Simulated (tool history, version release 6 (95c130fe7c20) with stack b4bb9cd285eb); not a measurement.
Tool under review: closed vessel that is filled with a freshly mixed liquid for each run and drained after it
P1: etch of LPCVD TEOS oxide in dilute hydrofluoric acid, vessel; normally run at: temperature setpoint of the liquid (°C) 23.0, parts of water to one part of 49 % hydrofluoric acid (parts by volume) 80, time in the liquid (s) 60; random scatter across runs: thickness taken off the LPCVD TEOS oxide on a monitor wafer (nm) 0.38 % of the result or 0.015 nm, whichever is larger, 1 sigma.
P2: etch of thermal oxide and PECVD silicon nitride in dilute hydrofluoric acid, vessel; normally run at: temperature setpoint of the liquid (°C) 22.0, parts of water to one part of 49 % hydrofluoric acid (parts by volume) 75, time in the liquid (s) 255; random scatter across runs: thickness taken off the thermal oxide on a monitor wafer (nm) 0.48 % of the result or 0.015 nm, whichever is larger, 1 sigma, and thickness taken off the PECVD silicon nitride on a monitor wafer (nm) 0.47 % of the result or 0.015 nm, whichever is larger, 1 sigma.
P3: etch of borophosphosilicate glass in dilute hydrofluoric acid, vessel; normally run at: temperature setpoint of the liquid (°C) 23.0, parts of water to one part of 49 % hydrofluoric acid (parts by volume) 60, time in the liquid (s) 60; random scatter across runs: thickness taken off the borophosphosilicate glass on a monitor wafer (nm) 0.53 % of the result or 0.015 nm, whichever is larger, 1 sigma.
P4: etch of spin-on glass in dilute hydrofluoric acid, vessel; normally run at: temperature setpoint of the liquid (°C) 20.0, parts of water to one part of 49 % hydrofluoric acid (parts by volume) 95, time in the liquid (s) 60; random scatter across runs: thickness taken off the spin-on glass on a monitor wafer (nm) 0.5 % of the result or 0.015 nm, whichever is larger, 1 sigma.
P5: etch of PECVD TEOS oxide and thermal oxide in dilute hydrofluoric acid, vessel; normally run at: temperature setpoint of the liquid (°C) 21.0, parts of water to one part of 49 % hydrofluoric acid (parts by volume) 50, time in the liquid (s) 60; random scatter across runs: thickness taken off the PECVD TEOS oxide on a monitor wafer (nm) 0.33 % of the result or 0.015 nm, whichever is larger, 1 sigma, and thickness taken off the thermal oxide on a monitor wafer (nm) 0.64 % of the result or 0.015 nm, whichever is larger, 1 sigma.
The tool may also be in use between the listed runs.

run,hour,process that ran,temperature setpoint of the liquid (°C),parts of water to one part of 49 % hydrofluoric acid (parts by volume),time in the liquid (s),hours since the thermometer was replaced,hours since the hydrofluoric acid flow meter was replaced,thickness taken off the LPCVD TEOS oxide on a monitor wafer (nm),thickness taken off the spin-on glass on a monitor wafer (nm),thickness taken off the borophosphosilicate glass on a monitor wafer (nm),thickness taken off the PECVD TEOS oxide on a monitor wafer (nm),thickness taken off the thermal oxide on a monitor wafer (nm),thickness taken off the PECVD silicon nitride on a monitor wafer (nm)
1,5.7,P1,23.0,80,60,344.8,940.8,24.640,,,,,
2,17.4,P1,23.0,80,60,356.5,952.5,24.436,,,,,
3,24.1,P4,20.0,95,30,363.2,959.2,,10.696,,,,
4,33.3,P1,23.0,45,60,372.4,968.4,45.533,,,,,
5,44.4,P1,17.0,80,60,383.5,979.5,19.040,,,,,
6,51.2,P3,17.0,60,60,390.3,986.3,,,49.634,,,
7,59.5,P3,23.0,90,60,398.6,994.6,,,40.982,,,
8,65.9,P4,26.0,95,60,405.0,1001.0,,26.918,,,,
9,73.7,P4,20.0,95,60,412.8,1008.8,,21.305,,,,
10,81.4,P5,21.0,50,30,420.5,1016.5,,,,7.8023,2.4934,
11,91.0,P4,20.0,95,60,430.1,1026.1,,21.286,,,,
12,98.5,P4,20.0,175,60,437.6,1033.6,,10.583,,,,
13,104.9,P5,21.0,20,60,444.0,1040.0,,,,40.8400,12.6700,
14,113.3,P1,23.0,80,60,452.4,1048.4,24.471,,,,,
15,119.5,P2,22.0,135,255,458.6,1054.6,,,,,7.6466,4.3225
16,132.0,P1,23.0,80,110,471.1,1067.1,44.996,,,,,
17,141.1,P2,22.0,75,485,480.2,1076.2,,,,,28.0320,14.6120
18,146.7,P2,22.0,75,255,485.8,1081.8,,,,,14.6720,7.6383
19,154.4,P5,21.0,50,60,493.5,1089.5,,,,15.6460,4.9594,
20,163.9,P1,23.0,80,60,503.0,1099.0,24.539,,,,,
21,173.5,P5,28.0,50,60,512.6,1108.6,,,,20.8050,6.5563,
22,185.2,P1,30.5,80,60,524.3,1120.3,32.954,,,,,
23,196.7,P2,30.0,75,255,535.8,1131.8,,,,,20.2590,12.9500
24,209.0,P5,21.0,50,60,548.1,1144.1,,,,15.6760,4.9767,
25,216.4,P1,23.0,115,60,555.5,1151.5,16.167,,,,,
26,226.7,P3,23.0,60,30,565.8,1161.8,,,32.259,,,
27,235.1,P1,23.0,80,60,574.2,1170.2,24.607,,,,,
28,245.5,P3,23.0,60,60,584.6,1180.6,,,63.804,,,
29,251.8,P1,29.5,120,60,590.9,1186.9,19.963,,,,,
30,260.0,P1,23.0,80,60,599.1,1195.1,24.396,,,,,
31,267.0,P1,23.0,80,60,606.1,1202.1,24.544,,,,,
32,277.0,P1,23.0,80,30,616.1,1212.1,12.288,,,,,
33,289.6,P1,23.0,80,60,628.7,1224.7,24.619,,,,,
34,299.4,P1,23.0,80,60,638.5,1234.5,25.769,,,,,
35,309.9,P1,23.0,80,60,649.0,1245.0,26.323,,,,,
36,319.0,P1,23.0,80,60,658.1,1254.1,26.651,,,,,
37,330.3,P1,23.0,80,60,669.4,1265.4,26.859,,,,,
38,338.7,P1,23.0,80,60,677.8,1273.8,27.036,,,,,
39,347.6,P1,23.0,80,60,686.7,1282.7,26.784,,,,,

What P1 gives has crept away from where it was. These 2 causes fit the log equally well, each at the size given:
A: hydrofluoric acid flow above the setpoint (%) = 8.98
B: liquid hotter than its thermometer reads (K) = 2.35
The onset of the drift is placed at about hour 289.6.

4 check runs are offered, one wafer each, their results left as question marks. Which one tells the causes apart?
check 1,356.5,P2,29.5,75,445,,,,,,,?,?
check 2,356.5,P4,25.5,125,60,,,,?,,,,
check 3,356.5,P3,17.0,60,30,,,,,?,,,
check 4,356.5,P5,27.5,35,60,,,,,,?,?,

Outcome of each check run for each possible cause:
check,result,if A,if B
check 1,thickness taken off the thermal oxide on a monitor wafer (nm),38.1840,37.9750
check 1,thickness taken off the PECVD silicon nitride on a monitor wafer (nm),23.8520,25.4010
check 2,thickness taken off the spin-on glass on a monitor wafer (nm),21.462,21.256
check 3,thickness taken off the borophosphosilicate glass on a monitor wafer (nm),27.396,27.650
check 4,thickness taken off the PECVD TEOS oxide on a monitor wafer (nm),32.6200,32.7640
check 4,thickness taken off the thermal oxide on a monitor wafer (nm),10.3800,10.4260
Per-check spread between the two closest causes, in the result where they differ most: check 1 6.29 %; check 2 0.96 %; check 3 0.92 %; check 4 0.44 %
Check 1 is the one run that separates the causes; every other check would come out nearly the same whichever cause is at work.

After running check 1, the following was obtained: thickness taken off the thermal oxide on a monitor wafer (nm) 38.6140; thickness taken off the PECVD silicon nitride on a monitor wafer (nm) 23.9710. Which cause does this point to?

It was cause A: hydrofluoric acid flow above the setpoint (%).
